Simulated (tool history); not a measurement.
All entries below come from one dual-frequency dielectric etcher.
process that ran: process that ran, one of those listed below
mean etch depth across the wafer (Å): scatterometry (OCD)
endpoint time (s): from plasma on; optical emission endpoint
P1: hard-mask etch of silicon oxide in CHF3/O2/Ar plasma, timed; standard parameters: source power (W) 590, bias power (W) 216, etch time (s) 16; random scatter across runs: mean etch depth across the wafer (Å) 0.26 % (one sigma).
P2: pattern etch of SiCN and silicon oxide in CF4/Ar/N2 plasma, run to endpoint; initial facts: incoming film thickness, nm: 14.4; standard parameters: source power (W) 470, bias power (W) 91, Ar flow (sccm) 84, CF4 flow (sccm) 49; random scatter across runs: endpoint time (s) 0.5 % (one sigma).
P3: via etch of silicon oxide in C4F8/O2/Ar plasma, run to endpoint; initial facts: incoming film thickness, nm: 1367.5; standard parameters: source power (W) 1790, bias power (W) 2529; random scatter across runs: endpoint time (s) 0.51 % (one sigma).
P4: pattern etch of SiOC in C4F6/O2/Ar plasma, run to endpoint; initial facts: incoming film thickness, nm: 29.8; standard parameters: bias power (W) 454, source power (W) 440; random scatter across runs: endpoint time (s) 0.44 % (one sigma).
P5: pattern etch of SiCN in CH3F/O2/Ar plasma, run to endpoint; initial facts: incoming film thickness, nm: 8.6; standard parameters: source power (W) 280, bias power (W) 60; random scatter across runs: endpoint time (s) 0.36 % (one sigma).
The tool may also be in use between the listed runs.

run	day	process that ran	source power (W)	bias power (W)	etch time (s)	Ar flow (sccm)	CF4 flow (sccm)	mean etch depth across the wafer (Å)	endpoint time (s)
1	0.171	P1	590	216	16			339.88	
2	0.367	P3	1110	2529					307.54
3	0.475	P1	590	216	16			338.97	
4	0.7	P2	470	91		105	49		16.103
5	0.838	P5	280	60					28.062
6	0.946	P3	1790	3376					234.58
7	1.167	P4	440	275					11.648
8	1.283	P2	470	91		84	49		15.756
9	1.479	P1	590	292	16			378.1	
10	1.625	P2	640	91		84	49		12.085
11	1.796	P2	470	91		84	58		15.318
12	1.975	P1	590	171	16			314.2	
13	2.162	P2	470	91		84	49		15.836
14	2.396	P5	280	38					32.79
15	2.629	P1	590	216	16			338.85	
16	2.762	P1	590	216	9			191.06	
17	2.921	P1	590	216	16			339.95	
18	3.092	P4	440	454					9.7133
19	3.3	P4	260	454					11.746
20	3.421	P1	590	216	23			486.97	
21	3.525	P1	740	168	16			341.16	
22	3.696	P5	170	60					33.904
23	3.896	P1	710	216	16			362.39	
24	4.012	P1	420	216	16			298.96	
25	4.217	P3	1790	2529					257.05
26	4.45	P2	470	67		84	49		17.611
27	4.571	P1	590	216	16			340.28	
28	4.721	P1	590	216	16			336	
29	4.942	P1	590	216	16			334.88	
# day 5.054: wet clean of the chamber
30	5.104	P1	590	216	16			334.02	
31	5.25	P1	590	216	16			335.3	
32	5.458	P1	590	216	16			332.75	
33	5.696	P1	590	216	16			333.67	

The output of P1 has drifted from where it used to be. Each of the 2 causes below, taken at the size shown beside it, accounts for the log equally well:
A: source power that arrives under what is set, % = 4.02
B: bias power that arrives under what is set, % = 4.37
The creep began at about day 4.571.
Excluded causes, each with its reason:
chamber walls in a state that lowers the etch rate, %: serviced after onset, at day 5.054, with no recovery of the prior output

The 4 check runs listed below each average the results of 5 wafers, and their outcomes are marked with question marks. Under which run would the listed causes produce clearly different results?
check 1	5.933	P4	270	282					?
check 2	5.933	P3	1190	3375					?
check 3	5.933	P2	630	91		84	49		?
check 4	5.933	P5	170	60					?

What every check run would give for each of its results, assuming each possible cause in turn:
check	result	if A	if B
check 1	endpoint time (s)	14.072	14.073
check 2	endpoint time (s)	279.02	278.71
check 3	endpoint time (s)	12.638	12.386
check 4	endpoint time (s)	34.432	34.46
Distance between the nearest two causes, measured in the result of the check that separates them most: check 1 0.01 %; check 2 0.11 %; check 3 2.02 %; check 4 0.08 %
Check 3 is the one run that separates the causes; every other check would come out nearly the same whichever cause is at work.

Check 3 has now been run. It gave: endpoint time (s) 12.361. Which of the candidate causes is it?

The cause is B: bias power that arrives under what is set, %.
